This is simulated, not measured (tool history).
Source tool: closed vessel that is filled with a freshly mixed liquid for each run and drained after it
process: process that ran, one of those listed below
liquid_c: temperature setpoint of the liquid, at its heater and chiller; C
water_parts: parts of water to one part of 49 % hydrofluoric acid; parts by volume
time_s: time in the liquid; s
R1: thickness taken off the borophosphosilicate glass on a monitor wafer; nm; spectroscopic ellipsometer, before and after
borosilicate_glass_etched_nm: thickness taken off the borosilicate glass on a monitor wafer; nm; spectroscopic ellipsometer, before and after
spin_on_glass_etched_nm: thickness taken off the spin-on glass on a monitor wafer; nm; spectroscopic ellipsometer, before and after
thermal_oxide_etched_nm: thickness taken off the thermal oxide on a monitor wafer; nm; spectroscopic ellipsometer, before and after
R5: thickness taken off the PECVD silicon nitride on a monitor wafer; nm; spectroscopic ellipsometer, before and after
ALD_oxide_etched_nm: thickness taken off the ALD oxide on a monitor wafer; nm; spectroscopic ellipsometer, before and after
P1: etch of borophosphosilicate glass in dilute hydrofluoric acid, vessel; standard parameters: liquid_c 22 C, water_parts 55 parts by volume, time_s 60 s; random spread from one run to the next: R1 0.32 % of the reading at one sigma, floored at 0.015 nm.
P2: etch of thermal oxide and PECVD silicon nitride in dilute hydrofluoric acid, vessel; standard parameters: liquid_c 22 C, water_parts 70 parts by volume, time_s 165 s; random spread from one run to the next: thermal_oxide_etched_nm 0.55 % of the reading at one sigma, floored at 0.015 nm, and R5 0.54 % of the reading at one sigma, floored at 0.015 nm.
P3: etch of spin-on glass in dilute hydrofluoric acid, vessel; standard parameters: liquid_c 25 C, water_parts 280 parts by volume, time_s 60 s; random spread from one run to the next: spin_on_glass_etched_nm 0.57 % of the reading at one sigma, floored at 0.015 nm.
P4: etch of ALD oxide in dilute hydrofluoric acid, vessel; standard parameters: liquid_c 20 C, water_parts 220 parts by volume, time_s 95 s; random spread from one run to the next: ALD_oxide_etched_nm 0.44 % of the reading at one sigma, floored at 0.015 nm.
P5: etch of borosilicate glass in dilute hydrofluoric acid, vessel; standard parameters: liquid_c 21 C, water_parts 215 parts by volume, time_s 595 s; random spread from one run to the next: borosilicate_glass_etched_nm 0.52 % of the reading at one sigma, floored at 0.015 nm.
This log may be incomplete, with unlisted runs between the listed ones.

Run 1, day 0.271: process P1, liquid_c 22 C, water_parts 55 parts by volume, time_s 60 s. Result: R1 80.801 nm.
Run 2, day 0.792: process P1, liquid_c 22 C, water_parts 55 parts by volume, time_s 60 s. Result: R1 80.76 nm.
Run 3, day 1.238: process P5, liquid_c 17 C, water_parts 215 parts by volume, time_s 595 s. Result: borosilicate_glass_etched_nm 50.861 nm.
Run 4, day 1.583: process P1, liquid_c 25.5 C, water_parts 55 parts by volume, time_s 60 s. Result: R1 93.519 nm.
Run 5, day 2.033: process P1, liquid_c 22 C, water_parts 55 parts by volume, time_s 60 s. Result: R1 80.841 nm.
Run 6, day 2.554: process P3, liquid_c 25 C, water_parts 280 parts by volume, time_s 30 s. Result: spin_on_glass_etched_nm 5.4081 nm.
Run 7, day 3.104: process P3, liquid_c 25 C, water_parts 280 parts by volume, time_s 60 s. Result: spin_on_glass_etched_nm 10.826 nm.
Run 8, day 3.6: process P2, liquid_c 22 C, water_parts 70 parts by volume, time_s 165 s. Result: thermal_oxide_etched_nm 10.676 nm, R5 3.8293 nm.
Run 9, day 3.971: process P4, liquid_c 20 C, water_parts 390 parts by volume, time_s 95 s. Result: ALD_oxide_etched_nm 4.526 nm.
Run 10, day 4.304: process P3, liquid_c 25 C, water_parts 65 parts by volume, time_s 60 s. Result: spin_on_glass_etched_nm 58.989 nm.
Run 11, day 4.762: process P2, liquid_c 17 C, water_parts 70 parts by volume, time_s 165 s. Result: thermal_oxide_etched_nm 8.6206 nm, R5 2.7227 nm.
Run 12, day 5.292: process P1, liquid_c 22 C, water_parts 20 parts by volume, time_s 60 s. Result: R1 233.53 nm.
Run 13, day 5.762: process P3, liquid_c 25 C, water_parts 280 parts by volume, time_s 60 s. Result: spin_on_glass_etched_nm 10.654 nm.
Run 14, day 6.062: process P5, liquid_c 21 C, water_parts 215 parts by volume, time_s 1185 s. Result: borosilicate_glass_etched_nm 117.04 nm.
Run 15, day 6.433: process P2, liquid_c 22 C, water_parts 20 parts by volume, time_s 165 s. Result: thermal_oxide_etched_nm 39.709 nm, R5 12.822 nm.
Run 16, day 6.896: process P1, liquid_c 22 C, water_parts 95 parts by volume, time_s 60 s. Result: R1 44.828 nm.
Run 17, day 7.154: process P4, liquid_c 20 C, water_parts 220 parts by volume, time_s 95 s. Result: ALD_oxide_etched_nm 9.3704 nm.
Run 18, day 7.408: process P1, liquid_c 27.5 C, water_parts 85 parts by volume, time_s 60 s. Result: R1 62.713 nm.
Run 19, day 7.758: process P1, liquid_c 22 C, water_parts 55 parts by volume, time_s 60 s. Result: R1 81.184 nm.
Run 20, day 8.238: process P1, liquid_c 28.5 C, water_parts 55 parts by volume, time_s 30 s. Result: R1 52.663 nm.
Run 21, day 8.783: process P5, liquid_c 21 C, water_parts 215 parts by volume, time_s 595 s. Result: borosilicate_glass_etched_nm 58.071 nm.
Run 22, day 9.329: process P1, liquid_c 22 C, water_parts 30 parts by volume, time_s 30 s. Result: R1 76.234 nm.
Run 23, day 9.767: process P5, liquid_c 21 C, water_parts 215 parts by volume, time_s 595 s. Result: borosilicate_glass_etched_nm 58.707 nm.
Run 24, day 10.308: process P4, liquid_c 17 C, water_parts 220 parts by volume, time_s 95 s. Result: ALD_oxide_etched_nm 8.2133 nm.
Run 25, day 10.712: process P2, liquid_c 22 C, water_parts 70 parts by volume, time_s 30 s. Result: thermal_oxide_etched_nm 1.9469 nm, R5 0.69385 nm.
Run 26, day 11.204: process P1, liquid_c 22 C, water_parts 55 parts by volume, time_s 30 s. Result: R1 40.343 nm.
Run 27, day 11.608: process P1, liquid_c 22 C, water_parts 55 parts by volume, time_s 60 s. Result: R1 80.988 nm.
Run 28, day 12.042: process P1, liquid_c 22 C, water_parts 55 parts by volume, time_s 95 s. Result: R1 126.8 nm.
Run 29, day 12.321: process P3, liquid_c 32.5 C, water_parts 280 parts by volume, time_s 60 s. Result: spin_on_glass_etched_nm 13.658 nm.
Run 30, day 12.754: process P2, liquid_c 22 C, water_parts 70 parts by volume, time_s 165 s. Result: thermal_oxide_etched_nm 10.517 nm, R5 3.8281 nm.
Run 31, day 13.229: process P1, liquid_c 17 C, water_parts 55 parts by volume, time_s 60 s. Result: R1 65.484 nm.
Run 32, day 13.612: process P5, liquid_c 21 C, water_parts 40 parts by volume, time_s 595 s. Result: borosilicate_glass_etched_nm 382.07 nm.
Run 33, day 14.062: process P4, liquid_c 20 C, water_parts 220 parts by volume, time_s 95 s. Result: ALD_oxide_etched_nm 9.2997 nm.
Run 34, day 14.521: process P1, liquid_c 22 C, water_parts 55 parts by volume, time_s 60 s. Result: R1 80.94 nm.
Run 35, day 15.067: process P4, liquid_c 20 C, water_parts 220 parts by volume, time_s 45 s. Result: ALD_oxide_etched_nm 4.4098 nm.
Run 36, day 15.404: process P1, liquid_c 22 C, water_parts 55 parts by volume, time_s 60 s. Result: R1 80.916 nm.
Run 37, day 15.921: process P1, liquid_c 22 C, water_parts 55 parts by volume, time_s 60 s. Result: R1 82.944 nm.
Run 38, day 16.308: process P1, liquid_c 22 C, water_parts 55 parts by volume, time_s 60 s. Result: R1 84.299 nm.
Run 39, day 16.65: process P1, liquid_c 22 C, water_parts 55 parts by volume, time_s 60 s. Result: R1 85.188 nm.
Run 40, day 17.017: process P1, liquid_c 22 C, water_parts 55 parts by volume, time_s 60 s. Result: R1 85.677 nm.
Run 41, day 17.575: process P1, liquid_c 22 C, water_parts 55 parts by volume, time_s 60 s. Result: R1 86.171 nm.
Run 42, day 18.117: process P1, liquid_c 22 C, water_parts 55 parts by volume, time_s 60 s. Result: R1 85.934 nm.
Run 43, day 18.662: process P1, liquid_c 22 C, water_parts 55 parts by volume, time_s 60 s. Result: R1 86.707 nm.
Run 44, day 18.988: process P1, liquid_c 22 C, water_parts 55 parts by volume, time_s 60 s. Result: R1 86.453 nm.
Run 45, day 19.358: process P1, liquid_c 22 C, water_parts 55 parts by volume, time_s 60 s. Result: R1 86.47 nm.

Something has made what P1 gives creep away from where it was; the 2 causes below, each at its own stated size, fit the log equally well:
A: liquid hotter than its thermometer reads (K) = 1.7
B: hydrofluoric acid flow above the setpoint (%) = 6.77
Onset of the creep was near day 15.404.

Which of the 4 check runs listed below separates the causes, so that each cause would produce a clearly different result? Each run uses one wafer, and its results are marked with question marks.
Run check 1, day 19.729: process P4, liquid_c 17 C, water_parts 220 parts by volume, time_s 95 s. Result: ALD_oxide_etched_nm ?.
Run check 2, day 19.729: process P2, liquid_c 17 C, water_parts 30 parts by volume, time_s 165 s. Result: thermal_oxide_etched_nm ?, R5 ?.
Run check 3, day 19.729: process P3, liquid_c 25 C, water_parts 150 parts by volume, time_s 30 s. Result: spin_on_glass_etched_nm ?.
Run check 4, day 19.729: process P5, liquid_c 21 C, water_parts 60 parts by volume, time_s 1110 s. Result: borosilicate_glass_etched_nm ?.

What every check run would give for each of its results, assuming each possible cause in turn:
  check                        result    if A    if B
check 1           ALD_oxide_etched_nm   8.858  8.9619
check 2       thermal_oxide_etched_nm  22.643  22.487
check 2                            R5  6.9173  6.5254
check 3       spin_on_glass_etched_nm  12.336  12.496
check 4  borosilicate_glass_etched_nm  498.15  497.86
Smallest distance between any two causes, each pair judged by its most separating result, in per cent: check 1 1.17 %; check 2 5.83 %; check 3 1.29 %; check 4 0.06 %
Only check 2 tells the causes apart: in the others they would give nearly the same result.

Then check 2 was run and gave: thermal_oxide_etched_nm 22.499 nm; R5 6.5157 nm. Which cause is it?

It is B: hydrofluoric acid flow above the setpoint (%).

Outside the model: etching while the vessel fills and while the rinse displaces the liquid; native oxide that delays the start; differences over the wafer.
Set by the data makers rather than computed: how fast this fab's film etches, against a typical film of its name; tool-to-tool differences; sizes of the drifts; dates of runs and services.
